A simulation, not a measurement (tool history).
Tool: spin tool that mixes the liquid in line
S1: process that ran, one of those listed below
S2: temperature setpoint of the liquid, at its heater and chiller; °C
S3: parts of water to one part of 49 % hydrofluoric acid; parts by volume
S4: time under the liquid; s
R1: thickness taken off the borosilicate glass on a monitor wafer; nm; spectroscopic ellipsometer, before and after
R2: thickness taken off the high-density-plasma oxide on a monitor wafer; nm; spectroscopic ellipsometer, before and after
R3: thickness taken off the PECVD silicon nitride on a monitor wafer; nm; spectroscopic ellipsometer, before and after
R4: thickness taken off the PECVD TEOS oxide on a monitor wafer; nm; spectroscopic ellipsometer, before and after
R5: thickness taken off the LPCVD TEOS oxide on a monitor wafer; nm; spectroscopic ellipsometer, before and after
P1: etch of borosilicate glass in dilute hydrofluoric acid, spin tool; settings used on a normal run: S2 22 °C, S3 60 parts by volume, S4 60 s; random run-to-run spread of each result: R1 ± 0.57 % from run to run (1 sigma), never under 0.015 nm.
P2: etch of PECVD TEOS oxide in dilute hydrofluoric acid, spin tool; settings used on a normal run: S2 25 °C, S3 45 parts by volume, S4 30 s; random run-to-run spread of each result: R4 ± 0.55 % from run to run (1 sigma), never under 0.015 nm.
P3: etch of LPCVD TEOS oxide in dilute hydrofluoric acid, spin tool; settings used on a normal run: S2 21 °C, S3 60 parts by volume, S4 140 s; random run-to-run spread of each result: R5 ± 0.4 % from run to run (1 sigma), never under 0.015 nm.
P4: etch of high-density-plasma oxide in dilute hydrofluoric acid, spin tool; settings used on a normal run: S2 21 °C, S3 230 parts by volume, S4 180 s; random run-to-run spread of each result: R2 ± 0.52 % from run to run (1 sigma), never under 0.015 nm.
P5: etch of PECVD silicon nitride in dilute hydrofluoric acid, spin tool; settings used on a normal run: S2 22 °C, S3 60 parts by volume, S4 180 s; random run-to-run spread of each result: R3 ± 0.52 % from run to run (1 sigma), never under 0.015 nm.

run 1 hour=10.2 | S1=P1 S2=22 S3=60 S4=60 | R1=42.434
run 2 hour=22 | S1=P1 S2=22 S3=60 S4=60 | R1=42.9
run 3 hour=30.7 | S1=P4 S2=21 S3=230 S4=260 | R2=8.6598
run 4 hour=38.9 | S1=P4 S2=21 S3=230 S4=180 | R2=6.0304
run 5 hour=51.4 | S1=P1 S2=30 S3=60 S4=60 | R1=59.236
run 6 hour=61.2 | S1=P1 S2=22 S3=60 S4=105 | R1=75.465
run 7 hour=69.4 | S1=P5 S2=22 S3=60 S4=70 | R3=2.5115
run 8 hour=81.8 | S1=P5 S2=17 S3=60 S4=180 | R3=4.5452
run 9 hour=89.4 | S1=P4 S2=17 S3=230 S4=180 | R2=5.1573
run 10 hour=102.3 | S1=P4 S2=21 S3=60 S4=180 | R2=27.973
run 11 hour=116.1 | S1=P5 S2=22 S3=60 S4=180 | R3=6.3271
run 12 hour=124.2 | S1=P2 S2=25 S3=45 S4=30 | R4=9.5042
run 13 hour=135.8 | S1=P1 S2=22 S3=60 S4=20 | R1=14.282
run 14 hour=143.2 | S1=P1 S2=22 S3=35 S4=60 | R1=75.169
run 15 hour=153.5 | S1=P5 S2=22 S3=20 S4=180 | R3=18.54
run 16 hour=165.8 | S1=P1 S2=22 S3=60 S4=60 | R1=42.663
run 17 hour=178 | S1=P2 S2=25 S3=20 S4=30 | R4=22.166
run 18 hour=190.8 | S1=P1 S2=27.5 S3=60 S4=105 | R1=94.305
run 19 hour=201.7 | S1=P3 S2=21 S3=35 S4=140 | R5=62.455
run 20 hour=215.6 | S1=P1 S2=22 S3=60 S4=60 | R1=43.09
run 21 hour=226 | S1=P3 S2=27.5 S3=60 S4=140 | R5=45.574
run 22 hour=239 | S1=P1 S2=22 S3=60 S4=60 | R1=42.715
run 23 hour=253.2 | S1=P3 S2=21 S3=60 S4=140 | R5=35.305
run 24 hour=266.1 | S1=P2 S2=33 S3=45 S4=30 | R4=13.145
run 25 hour=278.8 | S1=P1 S2=22 S3=60 S4=60 | R1=42.366
run 26 hour=291 | S1=P5 S2=22 S3=60 S4=180 | R3=6.4208
run 27 hour=303.4 | S1=P1 S2=17 S3=60 S4=60 | R1=34.803
run 28 hour=319 | S1=P2 S2=25 S3=45 S4=15 | R4=4.77
run 29 hour=329.4 | S1=P1 S2=22 S3=110 S4=60 | R1=22.108
-- hour=331.2 hydrofluoric acid flow meter replaced
run 30 hour=342.4 | S1=P1 S2=22 S3=60 S4=60 | R1=42.809
run 31 hour=354.4 | S1=P3 S2=21 S3=60 S4=270 | R5=68.076
run 32 hour=370.5 | S1=P4 S2=21 S3=230 S4=180 | R2=6.0232

What will run 33 give?
run 33 hour=379 | S1=P1 S2=22 S3=60 S4=60 | R1=?

R1: 43.215 nm

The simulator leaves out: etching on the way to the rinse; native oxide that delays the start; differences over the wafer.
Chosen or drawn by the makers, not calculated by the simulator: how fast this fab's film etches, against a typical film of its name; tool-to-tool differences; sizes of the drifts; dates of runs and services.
